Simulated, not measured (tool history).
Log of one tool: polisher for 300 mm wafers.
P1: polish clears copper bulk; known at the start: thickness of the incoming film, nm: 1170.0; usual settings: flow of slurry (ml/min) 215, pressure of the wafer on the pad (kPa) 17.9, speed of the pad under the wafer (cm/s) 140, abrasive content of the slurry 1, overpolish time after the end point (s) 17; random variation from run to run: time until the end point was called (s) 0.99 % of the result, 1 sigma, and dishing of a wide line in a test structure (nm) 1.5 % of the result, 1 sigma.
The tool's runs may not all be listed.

run   hour  flow of slurry (ml/min)  pressure of the wafer on the pad (kPa)  speed of the pad under the wafer (cm/s)  abrasive content of the slurry  overpolish time after the end point (s)  wafers polished on this pad  hours since the slurry nozzle was cleaned  hours since the head pressure was calibrated  hours since the slurry blender was calibrated  time until the end point was called (s)  dishing of a wide line in a test structure (nm)
  1   11.5                      215                                    17.9                                      140                               1                                       17                          700                                      164.1                                         338.7                                           69.4                                   95.078                                           93.276
  2   20.9                      215                                    17.9                                      140                               1                                       17                          785                                      173.5                                         348.1                                           78.8                                   93.229                                           94.996
  3     31                      215                                    17.9                                      140                               1                                       17                          876                                      183.6                                         358.2                                           88.9                                   94.102                                           92.824
  4   41.9                      215                                    17.9                                      140                               1                                        5                          974                                      194.5                                         369.1                                           99.8                                   93.122                                           41.589
  5   49.3                      130                                    17.9                                      140                               1                                       17                         1041                                      201.9                                         376.5                                          107.2                                   102.77                                           90.032
      56.9  -- head pressure recalibrated
  6     63                      215                                    17.9                                       98                             1.2                                       17                         1165                                      215.6                                           6.1                                          120.9                                   129.43                                           76.665
      64.1  -- worn pad replaced by a new one
  7   74.3                      215                                    24.1                                      140                               1                                       17                           92                                      226.9                                          17.4                                          132.2                                   70.301                                           108.97
  8   80.3                      295                                    17.9                                      140                               1                                       17                          146                                      232.9                                          23.4                                          138.2                                   91.951                                           96.382
  9   89.2                      215                                    26.2                                      140                               1                                       31                          226                                      241.8                                          32.3                                          147.1                                   64.329                                           133.39
 10   99.8                      215                                    17.9                                      140                             0.6                                       17                          322                                      252.4                                          42.9                                          157.7                                   104.57                                           89.435
 11  108.8                      215                                    17.9                                      140                            1.35                                       17                          403                                      261.4                                          51.9                                          166.7                                   88.419                                           92.157
 12  116.2                      215                                    17.9                                      140                               1                                       32                          470                                      268.8                                          59.3                                          174.1                                    95.88                                           112.43
 13  123.9                      215                                    17.9                                      184                               1                                       17                          539                                      276.5                                            67                                          181.8                                    70.72                                           102.63
 14  131.4                      130                                    17.9                                      140                               1                                       26                          607                                        284                                          74.5                                          189.3                                   104.23                                           104.72
 15  139.7                      215                                    17.9                                      140                               1                                       17                          682                                      292.3                                          82.8                                          197.6                                   94.245                                            95.05
 16  145.8                      215                                     8.3                                      140                               1                                       17                          737                                      298.4                                          88.9                                          203.7                                   203.99                                           54.656
 17  156.2                      215                                    17.9                                      140                               1                                       17                          831                                      308.8                                          99.3                                          214.1                                   94.565                                           92.977
 18  169.4                      215                                    17.9                                      140                               1                                       17                          950                                        322                                         112.5                                          227.3                                   94.223                                           93.978
 19  177.5                      215                                    17.9                                       86                               1                                       17                         1023                                      330.1                                         120.6                                          235.4                                   156.07                                           71.503
 20  183.9                      215                                    17.9                                      140                               1                                       17                         1081                                      336.5                                           127                                          241.8                                   94.386                                           94.065
 21    197                      215                                    17.9                                      140                               1                                       17                         1199                                      349.6                                         140.1                                          254.9                                   95.843                                           93.411
 22    203                      215                                    17.9                                      140                               1                                       17                         1253                                      355.6                                         146.1                                          260.9                                   98.108                                           92.398
 23  213.4                      215                                    17.9                                      140                               1                                       17                         1347                                        366                                         156.5                                          271.3                                    98.55                                           91.431
 24  222.1                      215                                    17.9                                      140                               1                                       17                         1426                                      374.7                                         165.2                                            280                                      100                                           89.687
       225  -- worn pad replaced by a new one
 25  229.2                      215                                    17.9                                      140                               1                                       17                           38                                      381.8                                         172.3                                          287.1                                   99.667                                            91.01
 26  241.7                      215                                    17.9                                      140                               1                                       17                          151                                      394.3                                         184.8                                          299.6                                   101.31                                           91.396
 27  251.2                      215                                    17.9                                      140                               1                                       17                          237                                      403.8                                         194.3                                          309.1                                   99.215                                           89.291
     253.2  -- head pressure recalibrated
 28  263.6                      215                                    17.9                                      140                               1                                       17                          349                                      416.2                                          10.5                                          321.5                                   102.15                                           91.035
 29    275                      215                                    17.9                                      140                               1                                       17                          452                                      427.6                                          21.9                                          332.9                                   103.59                                           90.764
 30  281.5                      215                                    17.9                                      140                               1                                       17                          510                                      434.1                                          28.4                                          339.4                                   102.67                                           89.904

What P1 gives has crept away from where it was. These 2 causes fit the log equally well, each at the size given:
A: abrasive missing from the slurry, % = 30.4
B: slurry flow missing at the pad, % = 38.4
The creep began at about hour 183.9.
Why every other cause is out:
removal rate lost through wear of the pad, %: serviced at hour 225, which brought nothing back
head's pressure below its setpoint, %: serviced at hour 253.2, which brought nothing back

4 check runs are offered, each on 3 wafers whose results are averaged, their results left as question marks. Which one tells the causes apart?
check 1   288                      215                                    17.9                                      140                               1                                       31                                                                                                                                                                                                             ?                                                ?
check 2   288                      130                                    17.9                                      140                               1                                       17                                                                                                                                                                                                             ?                                                ?
check 3   288                      215                                    17.9                                      140                            0.65                                       17                                                                                                                                                                                                             ?                                                ?
check 4   288                      215                                    13.1                                      104                               1                                       17                                                                                                                                                                                                             ?                                                ?

What each check would give under each cause:
  check                                           result    if A    if B
check 1          time until the end point was called (s)  102.23  102.22
check 1  dishing of a wide line in a test structure (nm)  112.43  112.43
check 2          time until the end point was called (s)  110.69  115.63
check 2  dishing of a wide line in a test structure (nm)  86.582  84.614
check 3          time until the end point was called (s)  111.39  111.84
check 3  dishing of a wide line in a test structure (nm)  86.299  86.118
check 4          time until the end point was called (s)  188.32  188.31
check 4  dishing of a wide line in a test structure (nm)  60.759  60.763
How far apart the two closest causes lie, in the result that separates them most: check 1 0.01 %; check 2 4.37 %; check 3 0.4 %; check 4 0.01 %
Check 2 tells the causes apart: in the others they would give nearly the same result.

Check 2 was then run and gave: time until the end point was called (s) 115.5; dishing of a wide line in a test structure (nm) 84.152. Which cause is it?

It is B: slurry flow missing at the pad, %.
